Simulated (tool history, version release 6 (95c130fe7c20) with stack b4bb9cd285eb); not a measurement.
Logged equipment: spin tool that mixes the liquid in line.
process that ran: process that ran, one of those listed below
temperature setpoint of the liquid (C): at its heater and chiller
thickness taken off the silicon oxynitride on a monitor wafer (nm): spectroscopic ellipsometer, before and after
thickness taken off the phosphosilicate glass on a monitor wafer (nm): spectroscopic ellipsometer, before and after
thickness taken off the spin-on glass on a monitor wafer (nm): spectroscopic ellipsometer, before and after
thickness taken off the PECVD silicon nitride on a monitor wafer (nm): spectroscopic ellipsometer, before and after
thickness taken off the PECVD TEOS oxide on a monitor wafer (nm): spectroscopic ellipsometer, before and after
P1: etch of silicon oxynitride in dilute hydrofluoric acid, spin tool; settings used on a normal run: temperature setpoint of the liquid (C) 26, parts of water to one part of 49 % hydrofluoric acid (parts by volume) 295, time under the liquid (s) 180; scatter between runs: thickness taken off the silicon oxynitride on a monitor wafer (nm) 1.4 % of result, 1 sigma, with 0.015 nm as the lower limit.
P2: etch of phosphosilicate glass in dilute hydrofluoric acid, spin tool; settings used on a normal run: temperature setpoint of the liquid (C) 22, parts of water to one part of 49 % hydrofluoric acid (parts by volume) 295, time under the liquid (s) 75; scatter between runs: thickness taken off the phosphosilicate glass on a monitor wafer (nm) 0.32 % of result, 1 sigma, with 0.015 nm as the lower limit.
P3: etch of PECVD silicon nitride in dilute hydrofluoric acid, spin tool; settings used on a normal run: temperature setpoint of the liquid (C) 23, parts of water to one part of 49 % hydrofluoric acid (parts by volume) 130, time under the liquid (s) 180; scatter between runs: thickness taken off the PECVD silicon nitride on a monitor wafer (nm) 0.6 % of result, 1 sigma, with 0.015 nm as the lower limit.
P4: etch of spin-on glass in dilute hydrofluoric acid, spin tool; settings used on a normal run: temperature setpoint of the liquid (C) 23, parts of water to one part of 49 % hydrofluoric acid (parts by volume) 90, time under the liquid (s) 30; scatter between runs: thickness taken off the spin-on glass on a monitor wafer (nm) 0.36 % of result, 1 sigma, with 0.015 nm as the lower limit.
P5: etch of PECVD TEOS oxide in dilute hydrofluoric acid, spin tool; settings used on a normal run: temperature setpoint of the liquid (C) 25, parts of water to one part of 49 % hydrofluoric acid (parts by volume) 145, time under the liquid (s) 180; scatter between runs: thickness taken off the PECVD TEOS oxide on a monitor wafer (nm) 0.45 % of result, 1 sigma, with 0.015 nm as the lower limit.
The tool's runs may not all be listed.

run    day  process that ran  temperature setpoint of the liquid (C)  parts of water to one part of 49 % hydrofluoric acid (parts by volume)  time under the liquid (s)  thickness taken off the silicon oxynitride on a monitor wafer (nm)  thickness taken off the phosphosilicate glass on a monitor wafer (nm)  thickness taken off the spin-on glass on a monitor wafer (nm)  thickness taken off the PECVD silicon nitride on a monitor wafer (nm)  thickness taken off the PECVD TEOS oxide on a monitor wafer (nm)
  1   0.15                P1                                      26                                                                     295                        180                                                              1.6684
  2  0.271                P1                                      26                                                                     295                        180                                                              1.5911
  3  0.433                P1                                      26                                                                     295                        180                                                              1.5975
  4  0.692                P1                                      26                                                                      45                        180                                                              12.935
  5   0.95                P2                                      22                                                                     295                         75                                                                                                                                     16.414
  6  1.083                P4                                      23                                                                      25                         30                                                                                                                                                                                                     47.52
  7  1.267                P3                                      23                                                                     130                        180                                                                                                                                                                                                                                                                            4.702
  8  1.404                P1                                      26                                                                     295                         70                                                             0.62978
  9  1.533                P3                                      23                                                                     130                         15                                                                                                                                                                                                                                                                          0.39212
 10  1.696                P4                                    29.5                                                                      90                         30                                                                                                                                                                                                    15.735
 11  1.875                P2                                      22                                                                     170                         75                                                                                                                                      32.29
 12  2.138                P5                                      25                                                                     145                        180                                                                                                                                                                                                                                                                                                                                             11.715
     2.246  -- hydrofluoric acid flow meter replaced
 13  2.288                P1                                      26                                                                     295                        180                                                              1.6477
 14  2.571                P1                                      26                                                                     295                        330                                                               2.973
 15  2.725                P1                                      21                                                                     295                        180                                                              1.3114
 16  2.867                P1                                      26                                                                     295                        180                                                              1.6595
 17  3.088                P2                                      22                                                                     295                         75                                                                                                                                     16.365
 18  3.271                P5                                      25                                                                      45                        180                                                                                                                                                                                                                                                                                                                                             42.833
 19  3.442                P5                                      33                                                                     145                        180                                                                                                                                                                                                                                                                                                                                             15.864
 20  3.658                P1                                    32.5                                                                     295                        265                                                              3.1903
 21  3.862                P3                                      23                                                                     220                        180                                                                                                                                                                                                                                                                           2.7865
 22  4.129                P3                                      30                                                                     130                        180                                                                                                                                                                                                                                                                           7.2655
 23    4.3                P5                                      25                                                                     145                        360                                                                                                                                                                                                                                                                                                                                             23.488
 24  4.517                P5                                      25                                                                     145                        180                                                                                                                                                                                                                                                                                                                                             11.696
 25  4.671                P2                                      28                                                                     295                         75                                                                                                                                     20.204
 26  4.879                P4                                      23                                                                      90                         55                                                                                                                                                                                                    22.163
 27  5.158                P4                                      23                                                                      90                         30                                                                                                                                                                                                    12.074
 28  5.354                P2                                      22                                                                     295                        150                                                                                                                                     32.739
 29  5.508                P1                                      34                                                                     295                        180                                                              2.2349
 30  5.783                P1                                      26                                                                     295                        180                                                              1.6161
 31  6.025                P1                                      26                                                                     535                        180                                                             0.74593
 32  6.158                P1                                      26                                                                     295                        180                                                              1.6624
 33  6.342                P1                                      26                                                                     295                        180                                                              1.5597
 34  6.525                P1                                      26                                                                     295                        180                                                              1.5173
 35  6.792                P1                                      26                                                                     295                        180                                                              1.5144
 36  7.004                P1                                      26                                                                     295                        180                                                              1.5301
 37  7.221                P1                                      26                                                                     295                        180                                                              1.5224
 38  7.371                P1                                      26                                                                     295                        180                                                              1.5383
 39  7.604                P1                                      26                                                                     295                        180                                                              1.5193
 40  7.729                P1                                      26                                                                     295                        180                                                               1.533

The log shows P1 creeping away from where it was. Any of the 2 causes listed here, at the size stated for it, fits the log just as well as the others:
A: liquid colder than its thermometer reads (K) = 2.09
B: hydrofluoric acid flow below the setpoint (%) = 6.92
Onset of the creep was near day 6.158.

Consider the 4 single-wafer check runs listed below, results given as question marks: which one distinguishes between the causes by giving clearly different results for each?
check 1  7.854                P5                                    31.5                                                                     145                        325                                                                                                                                                                                                                                                                                                                                                  ?
check 2  7.854                P2                                      22                                                                     180                         75                                                                                                                                          ?
check 3  7.854                P4                                      23                                                                      90                         45                                                                                                                                                                                                         ?
check 4  7.854                P3                                      29                                                                     130                        180                                                                                                                                                                                                                                                                                ?

What every check run would give for each of its results, assuming each possible cause in turn:
  check                                                                 result    if A    if B
check 1       thickness taken off the PECVD TEOS oxide on a monitor wafer (nm)  24.989   24.71
check 2  thickness taken off the phosphosilicate glass on a monitor wafer (nm)   27.75  27.617
check 3          thickness taken off the spin-on glass on a monitor wafer (nm)   16.76  16.847
check 4  thickness taken off the PECVD silicon nitride on a monitor wafer (nm)  5.9967  6.3624
Per-check spread between the two closest causes, in the result where they differ most: check 1 1.12 %; check 2 0.48 %; check 3 0.51 %; check 4 5.92 %
Check 4 is the one run that separates the causes; every other check would come out nearly the same whichever cause is at work.

After running check 4, the following was obtained: thickness taken off the PECVD silicon nitride on a monitor wafer (nm) 6.0295. Which cause does this point to?

The cause is A: liquid colder than its thermometer reads (K).
